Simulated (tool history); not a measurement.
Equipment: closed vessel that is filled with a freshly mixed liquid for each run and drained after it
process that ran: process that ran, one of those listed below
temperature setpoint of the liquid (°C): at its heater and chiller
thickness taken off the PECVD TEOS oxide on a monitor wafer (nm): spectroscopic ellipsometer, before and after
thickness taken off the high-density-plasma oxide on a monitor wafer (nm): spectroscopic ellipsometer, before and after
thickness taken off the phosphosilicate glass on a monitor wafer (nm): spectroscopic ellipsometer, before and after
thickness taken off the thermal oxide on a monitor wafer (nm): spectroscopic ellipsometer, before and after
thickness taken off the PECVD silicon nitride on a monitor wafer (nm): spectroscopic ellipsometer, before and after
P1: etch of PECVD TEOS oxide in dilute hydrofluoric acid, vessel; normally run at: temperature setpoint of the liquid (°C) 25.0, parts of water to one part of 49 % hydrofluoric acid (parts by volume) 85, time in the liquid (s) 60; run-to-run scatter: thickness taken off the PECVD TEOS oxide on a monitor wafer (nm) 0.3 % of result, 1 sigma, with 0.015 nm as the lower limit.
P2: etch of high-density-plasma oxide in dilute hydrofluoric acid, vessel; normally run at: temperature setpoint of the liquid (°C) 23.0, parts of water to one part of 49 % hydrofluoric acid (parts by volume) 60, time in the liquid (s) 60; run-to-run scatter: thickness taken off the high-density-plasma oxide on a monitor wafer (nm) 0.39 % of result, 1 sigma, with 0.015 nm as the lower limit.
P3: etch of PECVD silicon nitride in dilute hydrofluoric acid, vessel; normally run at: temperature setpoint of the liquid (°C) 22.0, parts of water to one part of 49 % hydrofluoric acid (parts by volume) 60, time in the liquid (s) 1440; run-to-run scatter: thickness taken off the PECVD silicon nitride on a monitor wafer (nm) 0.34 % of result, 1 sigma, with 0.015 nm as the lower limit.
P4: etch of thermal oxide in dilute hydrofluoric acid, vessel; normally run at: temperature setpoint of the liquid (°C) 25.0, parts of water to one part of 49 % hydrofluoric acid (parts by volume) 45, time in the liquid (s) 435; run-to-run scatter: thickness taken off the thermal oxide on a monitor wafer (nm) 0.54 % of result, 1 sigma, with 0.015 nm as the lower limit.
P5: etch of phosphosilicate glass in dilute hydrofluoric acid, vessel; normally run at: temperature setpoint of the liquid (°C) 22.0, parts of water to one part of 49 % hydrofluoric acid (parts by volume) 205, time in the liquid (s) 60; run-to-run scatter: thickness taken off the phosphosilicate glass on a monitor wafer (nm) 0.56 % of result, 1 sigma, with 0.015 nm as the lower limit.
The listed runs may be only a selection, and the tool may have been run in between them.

run   hour  process that ran  temperature setpoint of the liquid (°C)  parts of water to one part of 49 % hydrofluoric acid (parts by volume)  time in the liquid (s)  thickness taken off the PECVD TEOS oxide on a monitor wafer (nm)  thickness taken off the high-density-plasma oxide on a monitor wafer (nm)  thickness taken off the phosphosilicate glass on a monitor wafer (nm)  thickness taken off the thermal oxide on a monitor wafer (nm)  thickness taken off the PECVD silicon nitride on a monitor wafer (nm)
  1    9.7                P1                                     25.0                                                                      85                      60                                                           15.2020
  2   20.2                P2                                     23.0                                                                     100                      60                                                                                                                                       4.0313
  3   34.5                P1                                     25.0                                                                      50                      60                                                           26.9620
  4   50.2                P1                                     25.0                                                                      40                      30                                                           17.1270
  5   61.9                P1                                     25.0                                                                      85                      60                                                           15.1210
  6   73.8                P5                                     17.0                                                                     205                      60                                                                                                                                                                                                              38.251
  7   88.5                P5                                     22.0                                                                     205                      60                                                                                                                                                                                                              47.107
  8  101.6                P5                                     22.0                                                                     205                      30                                                                                                                                                                                                              23.315
  9  110.0                P4                                     25.0                                                                      45                     850                                                                                                                                                                                                                                                                            102.100
 10  124.9                P1                                     25.0                                                                      85                      60                                                           15.1540
 11  133.7                P1                                     25.0                                                                      85                      60                                                           15.1660
 12  148.0                P1                                     25.0                                                                     150                      60                                                            7.9821
 13  157.3                P1                                     25.0                                                                      85                      30                                                            7.5802
 14  172.9                P3                                     22.0                                                                      60                    2490                                                                                                                                                                                                                                                                                                                                                    64.037
 15  181.1                P5                                     22.0                                                                     115                      60                                                                                                                                                                                                              92.392
 16  190.4                P3                                     26.0                                                                      60                    1440                                                                                                                                                                                                                                                                                                                                                    47.822
 17  205.7                P3                                     22.0                                                                     100                    1440                                                                                                                                                                                                                                                                                                                                                    22.235
 18  219.7                P1                                     25.0                                                                      85                      60                                                           15.1560
 19  235.4                P1                                     30.0                                                                      85                      60                                                           18.4650
 20  248.0                P2                                     23.0                                                                      60                      60                                                                                                                                       7.0097
 21  264.4                P4                                     31.5                                                                      45                     435                                                                                                                                                                                                                                                                             66.963
 22  279.2                P2                                     23.0                                                                      60                      90                                                                                                                                      10.5790
     287.2  -- thermometer replaced
 23  290.5                P1                                     20.5                                                                      85                      60                                                           12.6930
 24  298.9                P2                                     30.0                                                                      60                      60                                                                                                                                       9.3513
 25  310.8                P3                                     22.0                                                                      60                    1440                                                                                                                                                                                                                                                                                                                                                    36.683
     311.4  -- hydrofluoric acid flow meter replaced
 26  326.6                P4                                     25.0                                                                      45                     435                                                                                                                                                                                                                                                                             51.593
 27  339.5                P1                                     25.0                                                                      85                     100                                                           25.2350
 28  354.5                P2                                     23.0                                                                      60                      60                                                                                                                                       7.1081
 29  368.2                P4                                     25.0                                                                      25                     435                                                                                                                                                                                                                                                                             95.678
 30  383.2                P1                                     25.0                                                                      85                      60                                                           15.2180
 31  398.7                P1                                     25.0                                                                      85                      60                                                           14.5290
 32  408.5                P1                                     25.0                                                                      85                      60                                                           14.1180
 33  416.2                P1                                     25.0                                                                      85                      60                                                           14.1110
 34  432.2                P1                                     25.0                                                                      85                      60                                                           13.9130
 35  441.2                P1                                     25.0                                                                      85                      60                                                           13.8310
 36  458.5                P1                                     25.0                                                                      85                      60                                                           13.7230
 37  468.2                P1                                     25.0                                                                      85                      60                                                           13.8000

P1 no longer gives what it gave before; its output has crept away from where it was. The following 2 causes, each at its listed size, fit the log equally well:
A: hydrofluoric acid flow below the setpoint (%) = 8.14
B: liquid colder than its thermometer reads (K) = 2.36
The gradual shift began around hour 383.2.

Below are 4 check runs, each on a single wafer, with their results shown as question marks. Which of them would tell the listed causes apart, meaning the causes would give clearly different results under it?
check 1  477.9                P2                                     23.0                                                                      60                      60                                                                                                                                            ?
check 2  477.9                P3                                     22.0                                                                      60                    1440                                                                                                                                                                                                                                                                                                                                                         ?
check 3  477.9                P5                                     22.0                                                                     205                      60                                                                                                                                                                                                                   ?
check 4  477.9                P4                                     25.0                                                                      45                     435                                                                                                                                                                                                                                                                                  ?

Check results expected under each cause:
  check                                                                     result    if A    if B
check 1  thickness taken off the high-density-plasma oxide on a monitor wafer (nm)  6.4491  6.4082
check 2      thickness taken off the PECVD silicon nitride on a monitor wafer (nm)  33.771  31.201
check 3      thickness taken off the phosphosilicate glass on a monitor wafer (nm)  42.256  42.820
check 4              thickness taken off the thermal oxide on a monitor wafer (nm)  47.241  46.900
Separation of the two closest causes in each check, using whichever result separates them best: check 1 0.64 %; check 2 7.91 %; check 3 1.33 %; check 4 0.73 %
The causes can be told apart only by check 2. The other checks would give nearly the same results under each of them.

Check 2 was carried out, with these results: thickness taken off the PECVD silicon nitride on a monitor wafer (nm) 31.288. Which of the listed causes is responsible?

The cause is B: liquid colder than its thermometer reads (K).

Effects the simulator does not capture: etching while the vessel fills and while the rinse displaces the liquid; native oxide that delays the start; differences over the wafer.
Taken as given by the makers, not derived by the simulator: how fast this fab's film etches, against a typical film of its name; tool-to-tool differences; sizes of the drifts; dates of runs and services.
